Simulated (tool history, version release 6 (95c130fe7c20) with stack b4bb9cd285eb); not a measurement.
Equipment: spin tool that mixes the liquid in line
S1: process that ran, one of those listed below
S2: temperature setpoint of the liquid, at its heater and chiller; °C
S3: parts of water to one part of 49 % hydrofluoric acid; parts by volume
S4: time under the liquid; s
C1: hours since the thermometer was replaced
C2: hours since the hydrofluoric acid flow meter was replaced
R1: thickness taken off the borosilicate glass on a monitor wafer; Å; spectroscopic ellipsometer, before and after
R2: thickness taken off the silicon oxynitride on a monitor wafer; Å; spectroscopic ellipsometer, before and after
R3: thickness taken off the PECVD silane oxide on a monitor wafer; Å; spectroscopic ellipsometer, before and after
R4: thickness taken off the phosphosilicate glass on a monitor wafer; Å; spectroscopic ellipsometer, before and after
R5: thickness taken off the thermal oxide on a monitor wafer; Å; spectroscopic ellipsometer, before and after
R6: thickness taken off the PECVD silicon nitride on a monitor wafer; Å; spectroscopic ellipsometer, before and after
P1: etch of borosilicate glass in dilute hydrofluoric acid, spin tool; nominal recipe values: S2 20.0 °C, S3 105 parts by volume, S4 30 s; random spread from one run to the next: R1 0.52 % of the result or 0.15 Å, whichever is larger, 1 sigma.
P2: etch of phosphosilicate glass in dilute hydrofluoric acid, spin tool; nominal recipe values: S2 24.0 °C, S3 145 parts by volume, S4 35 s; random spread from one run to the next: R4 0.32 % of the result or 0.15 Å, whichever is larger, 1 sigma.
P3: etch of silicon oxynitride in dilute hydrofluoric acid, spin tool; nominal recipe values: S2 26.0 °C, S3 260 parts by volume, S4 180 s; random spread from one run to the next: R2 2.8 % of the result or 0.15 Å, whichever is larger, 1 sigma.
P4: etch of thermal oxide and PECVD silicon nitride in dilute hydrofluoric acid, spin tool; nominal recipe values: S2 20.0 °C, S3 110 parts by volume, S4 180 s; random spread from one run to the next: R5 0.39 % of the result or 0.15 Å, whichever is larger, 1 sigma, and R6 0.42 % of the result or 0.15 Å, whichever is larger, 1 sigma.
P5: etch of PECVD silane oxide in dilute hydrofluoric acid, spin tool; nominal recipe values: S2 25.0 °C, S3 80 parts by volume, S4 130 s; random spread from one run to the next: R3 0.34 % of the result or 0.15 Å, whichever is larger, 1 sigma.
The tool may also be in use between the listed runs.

{"run": 1, "hour": 12.6, "S1": "P1", "S2": 20.0, "S3": 105, "S4": 30, "C1": 1099.2, "C2": 413.4, "R1": 74.596}
{"run": 2, "hour": 21.2, "S1": "P3", "S2": 19.0, "S3": 260, "S4": 180, "C1": 1107.8, "C2": 422.0, "R2": 6.6477}
{"run": 3, "hour": 36.5, "S1": "P1", "S2": 20.0, "S3": 105, "S4": 30, "C1": 1123.1, "C2": 437.3, "R1": 75.973}
{"run": 4, "hour": 52.2, "S1": "P1", "S2": 17.0, "S3": 105, "S4": 30, "C1": 1138.8, "C2": 453.0, "R1": 65.919}
{"run": 5, "hour": 61.8, "S1": "P5", "S2": 25.0, "S3": 25, "S4": 130, "C1": 1148.4, "C2": 462.6, "R3": 1311.6}
{"run": 6, "hour": 78.9, "S1": "P2", "S2": 24.0, "S3": 80, "S4": 35, "C1": 1165.5, "C2": 479.7, "R4": 445.69}
{"run": 7, "hour": 96.7, "S1": "P1", "S2": 25.5, "S3": 105, "S4": 30, "C1": 1183.3, "C2": 497.5, "R1": 93.641}
{"run": 8, "hour": 107.1, "S1": "P1", "S2": 20.0, "S3": 60, "S4": 15, "C1": 1193.7, "C2": 507.9, "R1": 68.809}
{"run": 9, "hour": 118.1, "S1": "P5", "S2": 25.0, "S3": 80, "S4": 130, "C1": 1204.7, "C2": 518.9, "R3": 380.47}
{"run": 10, "hour": 126.3, "S1": "P5", "S2": 25.0, "S3": 80, "S4": 205, "C1": 1212.9, "C2": 527.1, "R3": 597.09}
{"run": 11, "hour": 142.2, "S1": "P1", "S2": 20.0, "S3": 105, "S4": 30, "C1": 1228.8, "C2": 543.0, "R1": 75.701}
{"run": 12, "hour": 159.5, "S1": "P5", "S2": 18.0, "S3": 80, "S4": 130, "C1": 1246.1, "C2": 560.3, "R3": 284.25}
{"run": 13, "hour": 172.7, "S1": "P3", "S2": 26.0, "S3": 360, "S4": 180, "C1": 1259.3, "C2": 573.5, "R2": 5.9138}
{"run": 14, "hour": 183.0, "S1": "P1", "S2": 20.0, "S3": 105, "S4": 30, "C1": 1269.6, "C2": 583.8, "R1": 75.033}
{"run": 15, "hour": 195.5, "S1": "P1", "S2": 20.0, "S3": 105, "S4": 30, "C1": 1282.1, "C2": 596.3, "R1": 75.37}
{"run": 16, "hour": 209.3, "S1": "P4", "S2": 20.0, "S3": 110, "S4": 75, "C1": 1295.9, "C2": 610.1, "R5": 27.062, "R6": 24.35}
{"run": 17, "hour": 219.9, "S1": "P4", "S2": 20.0, "S3": 110, "S4": 180, "C1": 1306.5, "C2": 620.7, "R5": 64.939, "R6": 58.855}
{"run": 18, "hour": 229.8, "S1": "P3", "S2": 26.0, "S3": 260, "S4": 180, "C1": 1316.4, "C2": 630.6, "R2": 8.9647}
{"run": 19, "hour": 239.8, "S1": "P4", "S2": 26.0, "S3": 110, "S4": 180, "C1": 1326.4, "C2": 640.6, "R5": 81.622, "R6": 86.53}
{"run": 20, "hour": 251.6, "S1": "P2", "S2": 24.0, "S3": 145, "S4": 35, "C1": 1338.2, "C2": 652.4, "R4": 226.84}
{"run": 21, "hour": 269.5, "S1": "P2", "S2": 18.0, "S3": 145, "S4": 35, "C1": 1356.1, "C2": 670.3, "R4": 180.41}
{"run": 22, "hour": 284.0, "S1": "P2", "S2": 24.0, "S3": 145, "S4": 20, "C1": 1370.6, "C2": 684.8, "R4": 129.76}
{"run": 23, "hour": 301.9, "S1": "P1", "S2": 20.0, "S3": 45, "S4": 30, "C1": 1388.5, "C2": 702.7, "R1": 188.73}
{"run": 24, "hour": 319.9, "S1": "P2", "S2": 24.0, "S3": 145, "S4": 35, "C1": 1406.5, "C2": 720.7, "R4": 226.08}
{"run": 25, "hour": 335.7, "S1": "P1", "S2": 20.0, "S3": 145, "S4": 30, "C1": 1422.3, "C2": 736.5, "R1": 51.988}
{"run": 26, "hour": 352.3, "S1": "P1", "S2": 20.0, "S3": 105, "S4": 60, "C1": 1438.9, "C2": 753.1, "R1": 151.25}
{"run": 27, "hour": 363.4, "S1": "P4", "S2": 20.0, "S3": 195, "S4": 180, "C1": 1450.0, "C2": 764.2, "R5": 33.204, "R6": 33.379}
{"run": 28, "hour": 374.6, "S1": "P1", "S2": 20.0, "S3": 105, "S4": 15, "C1": 1461.2, "C2": 775.4, "R1": 37.8}
{"run": 29, "hour": 383.4, "S1": "P3", "S2": 26.0, "S3": 260, "S4": 305, "C1": 1470.0, "C2": 784.2, "R2": 15.648}
{"run": 30, "hour": 395.9, "S1": "P3", "S2": 26.0, "S3": 260, "S4": 180, "C1": 1482.5, "C2": 796.7, "R2": 9.7186}
{"run": 31, "hour": 412.5, "S1": "P1", "S2": 20.0, "S3": 105, "S4": 30, "C1": 1499.1, "C2": 813.3, "R1": 74.993}
{"run": 32, "hour": 428.8, "S1": "P1", "S2": 20.0, "S3": 105, "S4": 30, "C1": 1515.4, "C2": 829.6, "R1": 72.66}
{"run": 33, "hour": 446.5, "S1": "P1", "S2": 20.0, "S3": 105, "S4": 30, "C1": 1533.1, "C2": 847.3, "R1": 71.795}
{"run": 34, "hour": 455.7, "S1": "P1", "S2": 20.0, "S3": 105, "S4": 30, "C1": 1542.3, "C2": 856.5, "R1": 70.136}
{"run": 35, "hour": 472.9, "S1": "P1", "S2": 20.0, "S3": 105, "S4": 30, "C1": 1559.5, "C2": 873.7, "R1": 69.687}
{"run": 36, "hour": 485.0, "S1": "P1", "S2": 20.0, "S3": 105, "S4": 30, "C1": 1571.6, "C2": 885.8, "R1": 70.011}
{"run": 37, "hour": 496.5, "S1": "P1", "S2": 20.0, "S3": 105, "S4": 30, "C1": 1583.1, "C2": 897.3, "R1": 70.452}
{"run": 38, "hour": 511.0, "S1": "P1", "S2": 20.0, "S3": 105, "S4": 30, "C1": 1597.6, "C2": 911.8, "R1": 69.884}

Something has made what P1 gives creep away from where it was; the 2 causes below, each at its own stated size, fit the log equally well:
A: liquid colder than its thermometer reads (K) = 1.71
B: hydrofluoric acid flow below the setpoint (%) = 6.1
At approximately hour 412.5, the process output began to creep.

4 check runs are offered, one wafer each, their results left as question marks. Which one tells the causes apart?
{"run": "check 1", "hour": 525.5, "S1": "P3", "S2": 26.0, "S3": 260, "S4": 180, "R2": "?"}
{"run": "check 2", "hour": 525.5, "S1": "P5", "S2": 25.0, "S3": 80, "S4": 130, "R3": "?"}
{"run": "check 3", "hour": 525.5, "S1": "P4", "S2": 20.0, "S3": 110, "S4": 180, "R5": "?", "R6": "?"}
{"run": "check 4", "hour": 525.5, "S1": "P2", "S2": 24.0, "S3": 145, "S4": 35, "R4": "?"}

Expected result of each check under each candidate cause:
check=check_1 result=R2 if_A=8.8795 if_B=8.8569
check=check_2 result=R3 if_A=355.15 if_B=354.79
check=check_3 result=R5 if_A=60.391 if_B=60.363
check=check_3 result=R6 if_A=52.174 if_B=55.142
check=check_4 result=R4 if_A=213.19 if_B=211.58
Gap, in per cent, between the two causes that each check separates least, read from the result that separates them most: check 1 0.25 %; check 2 0.1 %; check 3 5.53 %; check 4 0.76 %
Of the check runs offered, only check 3 discriminates between the causes; the rest would read about the same regardless of which cause applies.

Running check 3 produced the following: R5 60.740 Å; R6 55.057 Å. Which one of the listed causes fits?

Of the candidate causes, it is B: hydrofluoric acid flow below the setpoint (%).
